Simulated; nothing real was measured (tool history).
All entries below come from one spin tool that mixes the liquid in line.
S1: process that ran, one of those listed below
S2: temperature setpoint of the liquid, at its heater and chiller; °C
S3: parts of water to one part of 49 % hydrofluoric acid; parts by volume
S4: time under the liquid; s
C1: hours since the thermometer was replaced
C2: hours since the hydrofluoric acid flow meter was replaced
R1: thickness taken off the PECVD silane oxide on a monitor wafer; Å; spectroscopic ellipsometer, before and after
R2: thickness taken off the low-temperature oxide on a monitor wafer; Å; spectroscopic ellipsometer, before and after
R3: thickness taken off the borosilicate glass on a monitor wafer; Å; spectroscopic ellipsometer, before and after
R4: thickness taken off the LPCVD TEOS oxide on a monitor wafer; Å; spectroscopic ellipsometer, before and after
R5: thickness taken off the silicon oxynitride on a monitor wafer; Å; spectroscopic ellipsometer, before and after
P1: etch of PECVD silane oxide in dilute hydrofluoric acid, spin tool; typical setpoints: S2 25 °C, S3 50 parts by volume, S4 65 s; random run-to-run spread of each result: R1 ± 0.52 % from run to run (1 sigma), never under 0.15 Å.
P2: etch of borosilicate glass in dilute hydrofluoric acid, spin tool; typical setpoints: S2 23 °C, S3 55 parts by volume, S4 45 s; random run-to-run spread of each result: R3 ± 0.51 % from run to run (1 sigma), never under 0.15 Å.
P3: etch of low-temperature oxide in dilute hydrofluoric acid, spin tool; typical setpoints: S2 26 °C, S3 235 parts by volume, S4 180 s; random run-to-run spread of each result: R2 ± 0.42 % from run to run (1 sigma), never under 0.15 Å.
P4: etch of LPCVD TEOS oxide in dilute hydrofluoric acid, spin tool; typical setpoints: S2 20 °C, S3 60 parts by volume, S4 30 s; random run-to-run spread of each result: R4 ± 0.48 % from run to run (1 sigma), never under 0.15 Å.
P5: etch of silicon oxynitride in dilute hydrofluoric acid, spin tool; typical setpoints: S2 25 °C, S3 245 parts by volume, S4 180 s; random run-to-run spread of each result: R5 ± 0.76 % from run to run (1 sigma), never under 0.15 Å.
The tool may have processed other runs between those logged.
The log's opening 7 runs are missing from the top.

Run 8, hour 82.7: S1 P1, S2 21 °C, S3 80 parts by volume, S4 65 s; C1 1240.1; C2 310. Result: R1 277.19 Å.
Run 9, hour 96.5: S1 P3, S2 18.5 °C, S3 235 parts by volume, S4 180 s; C1 1253.9; C2 323.8. Result: R2 112.41 Å.
Run 10, hour 103: S1 P2, S2 23 °C, S3 55 parts by volume, S4 45 s; C1 1260.4; C2 330.3. Result: R3 196.37 Å.
Run 11, hour 115: S1 P1, S2 21 °C, S3 50 parts by volume, S4 65 s; C1 1272.4; C2 342.3. Result: R1 461.29 Å.
Run 12, hour 129.6: S1 P1, S2 25 °C, S3 50 parts by volume, S4 65 s; C1 1287; C2 356.9. Result: R1 538.94 Å.
Run 13, hour 138.3: S1 P2, S2 18 °C, S3 55 parts by volume, S4 45 s; C1 1295.7; C2 365.6. Result: R3 157.32 Å.
Run 14, hour 151.7: S1 P1, S2 25 °C, S3 70 parts by volume, S4 120 s; C1 1309.1; C2 379. Result: R1 690.95 Å.
Run 15, hour 158.6: S1 P1, S2 25 °C, S3 50 parts by volume, S4 25 s; C1 1316; C2 385.9. Result: R1 209.15 Å.
Run 16, hour 165.8: S1 P1, S2 25 °C, S3 50 parts by volume, S4 65 s; C1 1323.2; C2 393.1. Result: R1 543.57 Å.
Run 17, hour 175.9: S1 P5, S2 25 °C, S3 245 parts by volume, S4 180 s; C1 1333.3; C2 403.2. Result: R5 32.456 Å.
At hour 179.9: hydrofluoric acid flow meter replaced.
Run 18, hour 186.7: S1 P4, S2 20 °C, S3 60 parts by volume, S4 30 s; C1 1344.1; C2 6.8. Result: R4 255.34 Å.
Run 19, hour 193.5: S1 P3, S2 26 °C, S3 380 parts by volume, S4 180 s; C1 1350.9; C2 13.6. Result: R2 79.02 Å.
Run 20, hour 205.7: S1 P1, S2 25 °C, S3 50 parts by volume, S4 65 s; C1 1363.1; C2 25.8. Result: R1 540.23 Å.
Run 21, hour 214.8: S1 P5, S2 25 °C, S3 65 parts by volume, S4 180 s; C1 1372.2; C2 34.9. Result: R5 142.79 Å.
Run 22, hour 227.9: S1 P1, S2 25 °C, S3 50 parts by volume, S4 65 s; C1 1385.3; C2 48. Result: R1 536.93 Å.
Run 23, hour 239.5: S1 P5, S2 33 °C, S3 245 parts by volume, S4 180 s; C1 1396.9; C2 59.6. Result: R5 44.994 Å.
Run 24, hour 252.7: S1 P3, S2 26 °C, S3 235 parts by volume, S4 180 s; C1 1410.1; C2 72.8. Result: R2 148.17 Å.
Run 25, hour 259.9: S1 P1, S2 25 °C, S3 75 parts by volume, S4 65 s; C1 1417.3; C2 80. Result: R1 347.43 Å.
Run 26, hour 268.3: S1 P1, S2 25 °C, S3 50 parts by volume, S4 65 s; C1 1425.7; C2 88.4. Result: R1 545.16 Å.
Run 27, hour 281.9: S1 P1, S2 25 °C, S3 50 parts by volume, S4 120 s; C1 1439.3; C2 102. Result: R1 1000.7 Å.
Run 28, hour 290.8: S1 P2, S2 23 °C, S3 55 parts by volume, S4 45 s; C1 1448.2; C2 110.9. Result: R3 195.03 Å.
Run 29, hour 305.8: S1 P4, S2 26.5 °C, S3 60 parts by volume, S4 30 s; C1 1463.2; C2 125.9. Result: R4 331.95 Å.

Forecast run 30:
Run 30, hour 318.3: S1 P1, S2 25 °C, S3 20 parts by volume, S4 65 s; C1 1475.7; C2 138.4. Result: R1 ?.

Logged for run 30: R1 1406.1 Å.
